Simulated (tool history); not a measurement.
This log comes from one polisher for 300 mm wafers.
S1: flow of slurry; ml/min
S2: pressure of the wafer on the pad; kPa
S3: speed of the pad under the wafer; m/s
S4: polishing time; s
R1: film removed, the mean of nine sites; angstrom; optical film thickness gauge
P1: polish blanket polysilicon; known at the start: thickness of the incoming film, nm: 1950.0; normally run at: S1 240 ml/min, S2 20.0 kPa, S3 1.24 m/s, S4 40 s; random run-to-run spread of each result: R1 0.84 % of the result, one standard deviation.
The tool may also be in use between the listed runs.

run   hour   S1    S2    S3  S4      R1
  1   12.0  240  20.0  1.24  40  3582.4
  2   21.5  240  20.0  0.56  40  1627.4
  3   37.5  240  20.0  1.24  23  2068.7
  4   48.2  240  20.0  1.24  58  5162.3
  5   62.9  240  26.9  1.24  40  4812.4
  6   79.3  305  20.0  1.24  40  3659.3
  7   86.6  240  20.0  1.24  40  3593.2
  8   94.1  240  20.0  1.76  40  5076.2
  9  105.2  240  20.0  1.24  40  3600.7
 10  121.6  240   9.7  1.24  40  1716.1
 11  130.0  145  20.0  1.24  40  3334.8
 12  145.4  240  20.0  1.24  40  3632.5
 13  158.8  305  31.0  1.24  40  5661.1
 14  169.6  240  20.0  1.24  40  3576.4
 15  180.5  240  20.0  1.24  40  3625.6

Run 16 comes next. What will it give?
 16  189.0  240  20.0  1.24  40   ?

R1: 3516.0 angstrom
